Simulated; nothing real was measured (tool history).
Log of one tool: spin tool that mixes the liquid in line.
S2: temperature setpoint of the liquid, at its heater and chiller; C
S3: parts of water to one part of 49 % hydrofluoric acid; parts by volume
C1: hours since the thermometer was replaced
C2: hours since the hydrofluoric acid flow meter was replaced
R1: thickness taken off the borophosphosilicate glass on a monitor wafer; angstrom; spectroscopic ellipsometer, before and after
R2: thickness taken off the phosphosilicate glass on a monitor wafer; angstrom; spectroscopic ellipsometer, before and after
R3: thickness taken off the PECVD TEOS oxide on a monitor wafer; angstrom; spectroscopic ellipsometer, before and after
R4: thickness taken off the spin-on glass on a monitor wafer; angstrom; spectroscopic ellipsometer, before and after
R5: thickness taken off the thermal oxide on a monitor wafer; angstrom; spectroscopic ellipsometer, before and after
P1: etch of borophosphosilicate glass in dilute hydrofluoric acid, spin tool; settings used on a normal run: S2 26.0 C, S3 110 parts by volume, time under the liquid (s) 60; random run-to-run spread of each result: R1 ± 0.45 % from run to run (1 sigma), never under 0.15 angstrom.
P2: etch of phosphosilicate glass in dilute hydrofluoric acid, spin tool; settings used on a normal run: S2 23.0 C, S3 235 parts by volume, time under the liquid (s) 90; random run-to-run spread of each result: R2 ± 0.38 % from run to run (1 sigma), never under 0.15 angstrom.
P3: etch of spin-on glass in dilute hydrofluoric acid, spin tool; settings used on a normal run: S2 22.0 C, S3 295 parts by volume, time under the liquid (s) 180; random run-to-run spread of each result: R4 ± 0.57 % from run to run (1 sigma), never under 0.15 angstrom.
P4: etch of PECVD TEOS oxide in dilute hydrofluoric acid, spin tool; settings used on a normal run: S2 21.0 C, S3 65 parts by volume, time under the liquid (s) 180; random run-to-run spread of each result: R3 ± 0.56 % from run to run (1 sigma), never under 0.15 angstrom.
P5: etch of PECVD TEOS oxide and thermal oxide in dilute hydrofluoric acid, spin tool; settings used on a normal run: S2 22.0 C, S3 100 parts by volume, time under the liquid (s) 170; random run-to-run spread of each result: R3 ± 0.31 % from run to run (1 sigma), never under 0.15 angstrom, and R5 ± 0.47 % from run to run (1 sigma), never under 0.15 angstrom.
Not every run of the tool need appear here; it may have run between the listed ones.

{"run": 1, "hour": 3.0, "process that ran": "P1", "S2": 26.0, "S3": 110, "time under the liquid (s)": 60, "C1": 215.9, "C2": 128.0, "R1": 283.46}
{"run": 2, "hour": 6.1, "process that ran": "P2", "S2": 23.0, "S3": 235, "time under the liquid (s)": 25, "C1": 219.0, "C2": 131.1, "R2": 137.95}
{"run": 3, "hour": 10.1, "process that ran": "P4", "S2": 21.0, "S3": 65, "time under the liquid (s)": 180, "C1": 223.0, "C2": 135.1, "R3": 215.68}
{"run": 4, "hour": 14.4, "process that ran": "P1", "S2": 30.5, "S3": 110, "time under the liquid (s)": 100, "C1": 227.3, "C2": 139.4, "R1": 560.79}
{"run": 5, "hour": 19.6, "process that ran": "P1", "S2": 26.0, "S3": 110, "time under the liquid (s)": 110, "C1": 232.5, "C2": 144.6, "R1": 523.28}
{"run": 6, "hour": 24.3, "process that ran": "P3", "S2": 22.0, "S3": 295, "time under the liquid (s)": 60, "C1": 237.2, "C2": 149.3, "R4": 39.662}
{"run": 7, "hour": 29.4, "process that ran": "P3", "S2": 30.0, "S3": 295, "time under the liquid (s)": 180, "C1": 242.3, "C2": 154.4, "R4": 156.32}
{"run": 8, "hour": 32.7, "process that ran": "P1", "S2": 26.0, "S3": 110, "time under the liquid (s)": 15, "C1": 245.6, "C2": 157.7, "R1": 71.754}
{"hour": 36.5, "done": "thermometer replaced"}
{"run": 9, "hour": 37.1, "process that ran": "P2", "S2": 17.0, "S3": 235, "time under the liquid (s)": 90, "C1": 0.7, "C2": 162.1, "R2": 394.23}
{"run": 10, "hour": 41.3, "process that ran": "P1", "S2": 26.0, "S3": 110, "time under the liquid (s)": 60, "C1": 4.9, "C2": 166.3, "R1": 284.82}
{"run": 11, "hour": 44.9, "process that ran": "P4", "S2": 21.0, "S3": 65, "time under the liquid (s)": 290, "C1": 8.5, "C2": 169.9, "R3": 343.17}
{"run": 12, "hour": 49.7, "process that ran": "P1", "S2": 18.5, "S3": 150, "time under the liquid (s)": 60, "C1": 13.3, "C2": 174.7, "R1": 148.69}
{"run": 13, "hour": 55.0, "process that ran": "P3", "S2": 22.0, "S3": 295, "time under the liquid (s)": 180, "C1": 18.6, "C2": 180.0, "R4": 118.02}
{"run": 14, "hour": 59.7, "process that ran": "P4", "S2": 29.5, "S3": 65, "time under the liquid (s)": 180, "C1": 23.3, "C2": 184.7, "R3": 299.17}
{"run": 15, "hour": 63.6, "process that ran": "P5", "S2": 17.0, "S3": 100, "time under the liquid (s)": 170, "C1": 27.2, "C2": 188.6, "R3": 116.7, "R5": 62.031}
{"run": 16, "hour": 67.2, "process that ran": "P1", "S2": 26.0, "S3": 110, "time under the liquid (s)": 60, "C1": 30.8, "C2": 192.2, "R1": 282.77}
{"run": 17, "hour": 71.1, "process that ran": "P2", "S2": 23.0, "S3": 235, "time under the liquid (s)": 90, "C1": 34.7, "C2": 196.1, "R2": 491.56}
{"run": 18, "hour": 75.4, "process that ran": "P3", "S2": 22.0, "S3": 545, "time under the liquid (s)": 180, "C1": 39.0, "C2": 200.4, "R4": 51.875}
{"run": 19, "hour": 78.0, "process that ran": "P1", "S2": 26.0, "S3": 50, "time under the liquid (s)": 85, "C1": 41.6, "C2": 203.0, "R1": 961.43}
{"run": 20, "hour": 81.4, "process that ran": "P1", "S2": 26.0, "S3": 165, "time under the liquid (s)": 60, "C1": 45.0, "C2": 206.4, "R1": 176.51}
{"run": 21, "hour": 86.5, "process that ran": "P1", "S2": 26.0, "S3": 25, "time under the liquid (s)": 60, "C1": 50.1, "C2": 211.5, "R1": 1408.4}
{"run": 22, "hour": 90.4, "process that ran": "P1", "S2": 26.0, "S3": 110, "time under the liquid (s)": 60, "C1": 54.0, "C2": 215.4, "R1": 285.59}
{"run": 23, "hour": 93.7, "process that ran": "P5", "S2": 22.0, "S3": 100, "time under the liquid (s)": 80, "C1": 57.3, "C2": 218.7, "R3": 67.119, "R5": 35.843}
{"run": 24, "hour": 98.6, "process that ran": "P4", "S2": 21.0, "S3": 95, "time under the liquid (s)": 180, "C1": 62.2, "C2": 223.6, "R3": 140.79}
{"run": 25, "hour": 102.5, "process that ran": "P5", "S2": 22.0, "S3": 155, "time under the liquid (s)": 170, "C1": 66.1, "C2": 227.5, "R3": 86.296, "R5": 46.654}
{"run": 26, "hour": 107.3, "process that ran": "P3", "S2": 22.0, "S3": 295, "time under the liquid (s)": 180, "C1": 70.9, "C2": 232.3, "R4": 116.93}
{"run": 27, "hour": 110.6, "process that ran": "P5", "S2": 22.0, "S3": 100, "time under the liquid (s)": 170, "C1": 74.2, "C2": 235.6, "R3": 142.67, "R5": 76.464}
{"run": 28, "hour": 113.7, "process that ran": "P1", "S2": 19.5, "S3": 110, "time under the liquid (s)": 60, "C1": 77.3, "C2": 238.7, "R1": 219.96}
{"run": 29, "hour": 118.8, "process that ran": "P2", "S2": 23.0, "S3": 110, "time under the liquid (s)": 90, "C1": 82.4, "C2": 243.8, "R2": 1219.1}
{"run": 30, "hour": 122.9, "process that ran": "P1", "S2": 34.0, "S3": 110, "time under the liquid (s)": 60, "C1": 86.5, "C2": 247.9, "R1": 386.24}
{"run": 31, "hour": 125.6, "process that ran": "P1", "S2": 26.0, "S3": 110, "time under the liquid (s)": 60, "C1": 89.2, "C2": 250.6, "R1": 284.14}
{"run": 32, "hour": 130.9, "process that ran": "P1", "S2": 26.0, "S3": 110, "time under the liquid (s)": 60, "C1": 94.5, "C2": 255.9, "R1": 285.14}
{"run": 33, "hour": 133.7, "process that ran": "P1", "S2": 26.0, "S3": 110, "time under the liquid (s)": 60, "C1": 97.3, "C2": 258.7, "R1": 294.08}
{"run": 34, "hour": 138.2, "process that ran": "P1", "S2": 26.0, "S3": 110, "time under the liquid (s)": 60, "C1": 101.8, "C2": 263.2, "R1": 299.05}
{"run": 35, "hour": 141.5, "process that ran": "P1", "S2": 26.0, "S3": 110, "time under the liquid (s)": 60, "C1": 105.1, "C2": 266.5, "R1": 306.14}
{"run": 36, "hour": 143.9, "process that ran": "P1", "S2": 26.0, "S3": 110, "time under the liquid (s)": 60, "C1": 107.5, "C2": 268.9, "R1": 305.26}
{"run": 37, "hour": 148.7, "process that ran": "P1", "S2": 26.0, "S3": 110, "time under the liquid (s)": 60, "C1": 112.3, "C2": 273.7, "R1": 304.97}
{"run": 38, "hour": 151.5, "process that ran": "P1", "S2": 26.0, "S3": 110, "time under the liquid (s)": 60, "C1": 115.1, "C2": 276.5, "R1": 305.91}
{"run": 39, "hour": 155.3, "process that ran": "P1", "S2": 26.0, "S3": 110, "time under the liquid (s)": 60, "C1": 118.9, "C2": 280.3, "R1": 307.31}
{"run": 40, "hour": 159.0, "process that ran": "P1", "S2": 26.0, "S3": 110, "time under the liquid (s)": 60, "C1": 122.6, "C2": 284.0, "R1": 307.76}
{"run": 41, "hour": 161.5, "process that ran": "P1", "S2": 26.0, "S3": 110, "time under the liquid (s)": 60, "C1": 125.1, "C2": 286.5, "R1": 310.15}

P1 has crept away from where it was. The log is fitted equally well by each of these 2 causes, at the sizes shown:
A: hydrofluoric acid flow above the setpoint (%) = 7.43
B: liquid hotter than its thermometer reads (K) = 2.13
Creep in the process output first set in at about hour 130.9.

The list below offers 4 check runs, each averaging the results of 2 wafers, and shows each result as a question mark. For which of them would the listed causes give clearly different results?
{"run": "check 1", "hour": 164.0, "process that ran": "P5", "S2": 17.0, "S3": 145, "time under the liquid (s)": 170, "R3": "?", "R5": "?"}
{"run": "check 2", "hour": 164.0, "process that ran": "P4", "S2": 29.0, "S3": 65, "time under the liquid (s)": 180, "R3": "?"}
{"run": "check 3", "hour": 164.0, "process that ran": "P3", "S2": 29.5, "S3": 435, "time under the liquid (s)": 180, "R4": "?"}
{"run": "check 4", "hour": 164.0, "process that ran": "P2", "S2": 17.0, "S3": 235, "time under the liquid (s)": 45, "R2": "?"}

What each check would give under each cause:
check=check_1 result=R3 if_A=83.230 if_B=83.658
check=check_1 result=R5 if_A=44.711 if_B=44.941
check=check_2 result=R3 if_A=319.570 if_B=320.850
check=check_3 result=R4 if_A=99.435 if_B=95.697
check=check_4 result=R2 if_A=215.09 if_B=214.29
Distance between the nearest two causes, measured in the result of the check that separates them most: check 1 0.51 %; check 2 0.4 %; check 3 3.83 %; check 4 0.37 %
Check 3 distinguishes between the causes, while the remaining checks would return nearly the same result for all of them.

With check 3 done, the readings were: R4 99.460 angstrom. Identify which of the listed causes applies.

A is the cause: hydrofluoric acid flow above the setpoint (%).
